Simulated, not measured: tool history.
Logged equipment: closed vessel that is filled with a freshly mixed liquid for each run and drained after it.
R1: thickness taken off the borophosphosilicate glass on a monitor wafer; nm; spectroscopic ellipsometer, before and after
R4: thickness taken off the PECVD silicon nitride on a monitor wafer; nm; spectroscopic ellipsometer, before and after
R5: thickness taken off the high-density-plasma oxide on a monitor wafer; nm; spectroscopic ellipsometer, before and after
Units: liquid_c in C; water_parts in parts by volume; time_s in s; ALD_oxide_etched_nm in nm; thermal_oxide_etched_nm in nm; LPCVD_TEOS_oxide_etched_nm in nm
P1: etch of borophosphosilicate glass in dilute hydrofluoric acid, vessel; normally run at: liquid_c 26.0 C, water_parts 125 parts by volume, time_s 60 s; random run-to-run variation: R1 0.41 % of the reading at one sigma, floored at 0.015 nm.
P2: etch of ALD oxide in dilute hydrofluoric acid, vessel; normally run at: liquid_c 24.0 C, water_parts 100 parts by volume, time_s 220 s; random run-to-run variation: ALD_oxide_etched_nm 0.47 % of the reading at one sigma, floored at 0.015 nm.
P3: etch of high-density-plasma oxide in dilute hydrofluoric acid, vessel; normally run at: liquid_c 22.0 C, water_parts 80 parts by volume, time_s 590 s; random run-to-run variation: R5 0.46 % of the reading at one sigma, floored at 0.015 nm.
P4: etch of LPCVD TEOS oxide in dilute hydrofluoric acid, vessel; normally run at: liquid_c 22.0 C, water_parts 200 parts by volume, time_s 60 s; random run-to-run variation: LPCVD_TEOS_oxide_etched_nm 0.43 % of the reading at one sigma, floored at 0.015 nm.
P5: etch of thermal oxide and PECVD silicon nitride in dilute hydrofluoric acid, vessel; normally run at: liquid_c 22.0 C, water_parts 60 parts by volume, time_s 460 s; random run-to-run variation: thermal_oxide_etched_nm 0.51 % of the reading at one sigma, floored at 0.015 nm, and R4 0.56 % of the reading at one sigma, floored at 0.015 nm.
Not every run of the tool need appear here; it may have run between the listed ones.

{"run": 1, "hour": 13.2, "process": "P1", "liquid_c": 26.0, "water_parts": 125, "time_s": 60, "R1": 24.117}
{"run": 2, "hour": 23.0, "process": "P1", "liquid_c": 26.0, "water_parts": 125, "time_s": 60, "R1": 24.108}
{"run": 3, "hour": 34.7, "process": "P2", "liquid_c": 24.0, "water_parts": 100, "time_s": 220, "ALD_oxide_etched_nm": 27.243}
{"run": 4, "hour": 45.0, "process": "P1", "liquid_c": 26.0, "water_parts": 125, "time_s": 60, "R1": 23.859}
{"run": 5, "hour": 58.5, "process": "P2", "liquid_c": 24.0, "water_parts": 100, "time_s": 220, "ALD_oxide_etched_nm": 27.217}
{"run": 6, "hour": 71.7, "process": "P5", "liquid_c": 22.0, "water_parts": 60, "time_s": 735, "thermal_oxide_etched_nm": 53.326, "R4": 49.236}
{"run": 7, "hour": 77.7, "process": "P2", "liquid_c": 24.0, "water_parts": 135, "time_s": 220, "ALD_oxide_etched_nm": 19.299}
{"run": 8, "hour": 86.9, "process": "P5", "liquid_c": 22.0, "water_parts": 60, "time_s": 460, "thermal_oxide_etched_nm": 33.693, "R4": 31.12}
{"run": 9, "hour": 94.3, "process": "P1", "liquid_c": 26.0, "water_parts": 125, "time_s": 95, "R1": 37.725}
{"run": 10, "hour": 104.4, "process": "P3", "liquid_c": 22.0, "water_parts": 80, "time_s": 590, "R5": 43.15}
{"run": 11, "hour": 114.0, "process": "P1", "liquid_c": 32.5, "water_parts": 195, "time_s": 60, "R1": 17.622}
{"run": 12, "hour": 120.9, "process": "P1", "liquid_c": 26.0, "water_parts": 175, "time_s": 60, "R1": 16.165}
{"run": 13, "hour": 130.9, "process": "P1", "liquid_c": 31.0, "water_parts": 125, "time_s": 60, "R1": 28.812}
{"run": 14, "hour": 139.3, "process": "P1", "liquid_c": 26.0, "water_parts": 200, "time_s": 85, "R1": 19.327}
{"run": 15, "hour": 145.3, "process": "P1", "liquid_c": 26.0, "water_parts": 125, "time_s": 60, "R1": 24.014}
{"run": 16, "hour": 155.1, "process": "P3", "liquid_c": 22.0, "water_parts": 80, "time_s": 590, "R5": 43.379}
{"run": 17, "hour": 163.3, "process": "P4", "liquid_c": 22.0, "water_parts": 200, "time_s": 30, "LPCVD_TEOS_oxide_etched_nm": 6.7408}
{"run": 18, "hour": 172.6, "process": "P5", "liquid_c": 22.0, "water_parts": 85, "time_s": 460, "thermal_oxide_etched_nm": 23.062, "R4": 22.189}
{"run": 19, "hour": 186.0, "process": "P3", "liquid_c": 30.5, "water_parts": 80, "time_s": 590, "R5": 59.933}
{"run": 20, "hour": 195.4, "process": "P1", "liquid_c": 26.0, "water_parts": 125, "time_s": 30, "R1": 12.102}
{"run": 21, "hour": 207.5, "process": "P1", "liquid_c": 21.0, "water_parts": 205, "time_s": 60, "R1": 11.019}
{"run": 22, "hour": 217.5, "process": "P1", "liquid_c": 26.0, "water_parts": 30, "time_s": 60, "R1": 114.13}
{"run": 23, "hour": 228.7, "process": "P2", "liquid_c": 24.0, "water_parts": 100, "time_s": 355, "ALD_oxide_etched_nm": 43.513}
{"run": 24, "hour": 242.5, "process": "P2", "liquid_c": 17.5, "water_parts": 100, "time_s": 220, "ALD_oxide_etched_nm": 20.568}
{"run": 25, "hour": 251.3, "process": "P4", "liquid_c": 17.0, "water_parts": 200, "time_s": 60, "LPCVD_TEOS_oxide_etched_nm": 11.11}
{"run": 26, "hour": 257.3, "process": "P5", "liquid_c": 27.5, "water_parts": 60, "time_s": 460, "thermal_oxide_etched_nm": 42.196, "R4": 44.729}
{"run": 27, "hour": 268.0, "process": "P4", "liquid_c": 22.0, "water_parts": 200, "time_s": 60, "LPCVD_TEOS_oxide_etched_nm": 13.499}
{"run": 28, "hour": 276.8, "process": "P4", "liquid_c": 22.0, "water_parts": 200, "time_s": 60, "LPCVD_TEOS_oxide_etched_nm": 13.427}
{"run": 29, "hour": 287.4, "process": "P1", "liquid_c": 26.0, "water_parts": 125, "time_s": 60, "R1": 23.719}
{"run": 30, "hour": 299.4, "process": "P5", "liquid_c": 22.0, "water_parts": 60, "time_s": 460, "thermal_oxide_etched_nm": 33.597, "R4": 31.265}
{"run": 31, "hour": 307.6, "process": "P1", "liquid_c": 26.0, "water_parts": 125, "time_s": 60, "R1": 23.994}
{"run": 32, "hour": 320.0, "process": "P3", "liquid_c": 22.0, "water_parts": 80, "time_s": 330, "R5": 24.067}
{"run": 33, "hour": 327.0, "process": "P1", "liquid_c": 20.0, "water_parts": 125, "time_s": 60, "R1": 18.997}
{"run": 34, "hour": 333.4, "process": "P4", "liquid_c": 22.0, "water_parts": 35, "time_s": 60, "LPCVD_TEOS_oxide_etched_nm": 93.167}

Run 35, settings as shown, results not yet in. Your forecast:
{"run": 35, "hour": 346.0, "process": "P3", "liquid_c": 22.0, "water_parts": 20, "time_s": 590, "R5": "?"}

Run 35 came out at R5 185.430 nm.
